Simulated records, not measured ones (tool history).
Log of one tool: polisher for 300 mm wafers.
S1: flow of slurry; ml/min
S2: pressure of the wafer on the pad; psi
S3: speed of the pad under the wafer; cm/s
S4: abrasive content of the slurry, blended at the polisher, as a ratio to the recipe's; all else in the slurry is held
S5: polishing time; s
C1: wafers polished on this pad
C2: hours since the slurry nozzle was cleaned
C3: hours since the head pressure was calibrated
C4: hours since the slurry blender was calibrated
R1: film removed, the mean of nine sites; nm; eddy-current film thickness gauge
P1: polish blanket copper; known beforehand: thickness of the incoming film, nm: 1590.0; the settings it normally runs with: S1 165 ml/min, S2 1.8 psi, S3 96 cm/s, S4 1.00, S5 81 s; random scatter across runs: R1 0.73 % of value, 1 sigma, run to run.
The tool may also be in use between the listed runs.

run,day,S1,S2,S3,S4,S5,C1,C2,C3,C4,R1
1,0.354,165,1.8,96,1.00,81,679,241.9,348.8,49.8,165.320
2,1.071,165,2.4,134,1.00,81,853,259.1,366.0,67.0,306.120
3,1.758,165,1.8,96,1.00,81,1019,275.6,382.5,83.5,166.810
4,2.321,165,1.8,96,1.00,128,1155,289.1,396.0,97.0,262.580
5,2.892,165,1.8,96,0.55,81,1293,302.8,409.7,110.7,147.720
6,3.292,165,1.8,46,1.00,81,1390,312.4,419.3,120.3,79.264
7,3.742,100,1.8,96,1.00,81,1499,323.2,430.1,131.1,150.670
8,4.508,165,1.8,96,1.00,81,1684,341.6,448.5,149.5,167.160
9,5.175,165,1.8,146,1.00,81,1846,357.6,464.5,165.5,252.280
10,5.712,165,2.4,96,1.00,81,1976,370.5,477.4,178.4,223.460
11,6.083,260,1.8,96,1.00,81,2066,379.4,486.3,187.3,175.100
12,6.783,165,1.8,96,1.00,81,2235,396.2,503.1,204.1,165.810
13,7.329,165,0.9,96,1.00,81,2367,409.3,516.2,217.2,83.028
14,7.917,165,1.8,96,1.00,41,2509,423.4,530.3,231.3,83.823
15,8.588,165,1.8,96,1.50,81,2671,439.5,546.4,247.4,180.500
16,9.175,165,1.8,96,1.00,81,2813,453.6,560.5,261.5,164.760
# day 9.458: slurry blender recalibrated
17,9.904,165,1.8,96,1.00,81,2990,471.1,578.0,10.7,166.930
18,10.333,165,1.8,48,1.00,123,3094,481.4,588.3,21.0,125.230
19,10.971,165,1.8,96,1.00,81,3248,496.7,603.6,36.3,165.460
20,11.625,165,1.8,96,1.00,81,3406,512.4,619.3,52.0,157.440
21,12.358,165,1.8,96,1.00,81,3584,530.0,636.9,69.6,154.180
# day 12.838: head pressure recalibrated
22,13.054,165,1.8,96,1.00,81,3752,546.7,5.2,86.3,151.910
# day 13.217: slurry blender recalibrated
23,13.529,165,1.8,96,1.00,81,3867,558.1,16.6,7.5,151.550

Run 24 is up next; what results do you expect?
24,13.946,165,1.8,96,1.00,81,3968,568.1,26.6,17.5,?

{"run 24": {"R1": 152.96}}
